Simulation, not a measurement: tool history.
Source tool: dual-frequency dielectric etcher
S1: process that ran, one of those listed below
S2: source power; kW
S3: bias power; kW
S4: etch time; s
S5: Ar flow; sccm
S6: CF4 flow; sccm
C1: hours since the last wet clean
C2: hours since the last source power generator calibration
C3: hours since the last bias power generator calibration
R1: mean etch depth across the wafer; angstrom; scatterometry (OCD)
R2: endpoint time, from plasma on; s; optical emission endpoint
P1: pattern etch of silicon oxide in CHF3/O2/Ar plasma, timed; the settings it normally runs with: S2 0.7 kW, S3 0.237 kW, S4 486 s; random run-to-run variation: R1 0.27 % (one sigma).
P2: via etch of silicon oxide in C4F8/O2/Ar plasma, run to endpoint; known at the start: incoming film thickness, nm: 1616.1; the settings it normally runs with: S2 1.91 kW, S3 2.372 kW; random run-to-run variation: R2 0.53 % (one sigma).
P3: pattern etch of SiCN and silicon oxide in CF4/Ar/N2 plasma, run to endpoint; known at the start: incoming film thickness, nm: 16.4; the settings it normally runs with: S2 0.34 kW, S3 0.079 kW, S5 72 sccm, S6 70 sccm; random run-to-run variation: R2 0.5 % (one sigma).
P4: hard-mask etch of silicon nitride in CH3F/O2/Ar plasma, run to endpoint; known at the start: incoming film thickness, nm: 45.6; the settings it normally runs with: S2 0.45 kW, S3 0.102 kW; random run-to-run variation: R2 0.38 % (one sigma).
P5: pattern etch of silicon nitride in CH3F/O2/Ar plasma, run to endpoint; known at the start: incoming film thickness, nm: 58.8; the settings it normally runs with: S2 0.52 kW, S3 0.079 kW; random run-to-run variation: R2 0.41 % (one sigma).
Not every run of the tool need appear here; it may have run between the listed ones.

run	hour	S1	S2	S3	S4	S5	S6	C1	C2	C3	R1	R2
1	16.6	P1	0.7	0.237	486			279	553.9	1530	11057	
2	24.6	P1	0.84	0.281	486			287	561.9	1538	12535	
3	34.4	P4	0.45	0.063				296.8	571.7	1547.8		65.621
# hour 35.7: source power generator calibrated
4	45.5	P3	0.34	0.079		100	70	307.9	9.8	1558.9		24.805
5	61.7	P3	0.34	0.079		72	85	324.1	26	1575.1		22.98
6	71.8	P3	0.34	0.108		72	70	334.2	36.1	1585.2		21.22
7	81.4	P1	0.88	0.237	486			343.8	45.7	1594.8	11986	
8	98	P1	0.7	0.237	486			360.4	62.3	1611.4	10988	
9	110.4	P1	0.7	0.237	292			372.8	74.7	1623.8	6599.9	
10	122.4	P3	0.34	0.079		72	70	384.8	86.7	1635.8		23.663
11	137.7	P1	0.7	0.146	486			400.1	102	1651.1	9406.4	
12	151.6	P1	0.53	0.314	486			414	115.9	1665	10995	
13	160.9	P3	0.21	0.079		72	70	423.3	125.2	1674.3		36.153
14	173.5	P5	0.38	0.079				435.9	137.8	1686.9		85.57
15	189.5	P4	0.58	0.102				451.9	153.8	1702.9		50.175
16	205	P1	0.7	0.237	486			467.4	169.3	1718.4	11022	
17	220.9	P2	1.91	1.425				483.3	185.2	1734.3		344.88
18	236.6	P2	1.91	2.372				499	200.9	1750		298.13
19	246.8	P1	0.7	0.237	725.5			509.2	211.1	1760.2	16428	
20	255.9	P1	0.54	0.237	486			518.3	220.2	1769.3	10002	
21	264.3	P5	0.52	0.103				526.7	228.6	1777.7		69.202
22	273.8	P1	0.7	0.293	486			536.2	238.1	1787.2	11853	
23	283.5	P1	0.7	0.237	486			545.9	247.8	1796.9	10996	
24	295.3	P2	1.43	2.372				557.7	259.6	1808.7		337.53
25	304.1	P4	0.45	0.102				566.5	268.4	1817.5		55.56
26	317.4	P5	0.52	0.079				579.8	281.7	1830.8		75.947
27	329.1	P1	0.7	0.237	486			591.5	293.4	1842.5	11038	
28	341.6	P1	0.7	0.237	486			604	305.9	1855	10943	
29	350.2	P1	0.7	0.237	486			612.6	314.5	1863.6	10952	
30	360.3	P1	0.7	0.237	486			622.7	324.6	1873.7	10912	
31	373.1	P1	0.7	0.237	486			635.5	337.4	1886.5	10908	
32	384.7	P1	0.7	0.237	486			647.1	349	1898.1	10856	
33	392.5	P1	0.7	0.237	486			654.9	356.8	1905.9	10868	
34	406.5	P1	0.7	0.237	486			668.9	370.8	1919.9	10862	
# hour 411.7: wet clean of the chamber
35	421.6	P1	0.7	0.237	486			9.9	385.9	1935	10877	
36	437.6	P1	0.7	0.237	486			25.9	401.9	1951	10850	
37	450.6	P1	0.7	0.237	486			38.9	414.9	1964	10830	

What P1 gives has crept off from where it sat before. The 2 causes that follow fit the log equally well, each at the size noted:
A: bias power that arrives under what is set, % = 4.66
B: source power that arrives under what is set, % = 4.32
The drift started at roughly hour 329.1.
Ruled out, with reasons:
chamber walls in a state that lowers the etch rate, %: serviced at hour 411.7, which brought nothing back

The list below offers 4 check runs, each averaging the results of 3 wafers, and shows each result as a question mark. For which of them would the listed causes give clearly different results?
check 1	463.6	P4	0.55	0.072								?
check 2	463.6	P5	0.52	0.099								?
check 3	463.6	P3	0.25	0.079		72	70					?
check 4	463.6	P2	1.62	1.457								?

Expected result of each check under each candidate cause:
check	result	if A	if B
check 1	R2	58.93	58.99
check 2	R2	71.582	71.541
check 3	R2	31.328	32.044
check 4	R2	373	374.89
Separation of the two closest causes in each check, using whichever result separates them best: check 1 0.1 %; check 2 0.06 %; check 3 2.26 %; check 4 0.51 %
Of the check runs offered, only check 3 discriminates between the causes; the rest would read about the same regardless of which cause applies.

Running check 3 produced the following: R2 31.97 s. Which one of the listed causes fits?

The correct cause is B, namely: source power that arrives under what is set, %.

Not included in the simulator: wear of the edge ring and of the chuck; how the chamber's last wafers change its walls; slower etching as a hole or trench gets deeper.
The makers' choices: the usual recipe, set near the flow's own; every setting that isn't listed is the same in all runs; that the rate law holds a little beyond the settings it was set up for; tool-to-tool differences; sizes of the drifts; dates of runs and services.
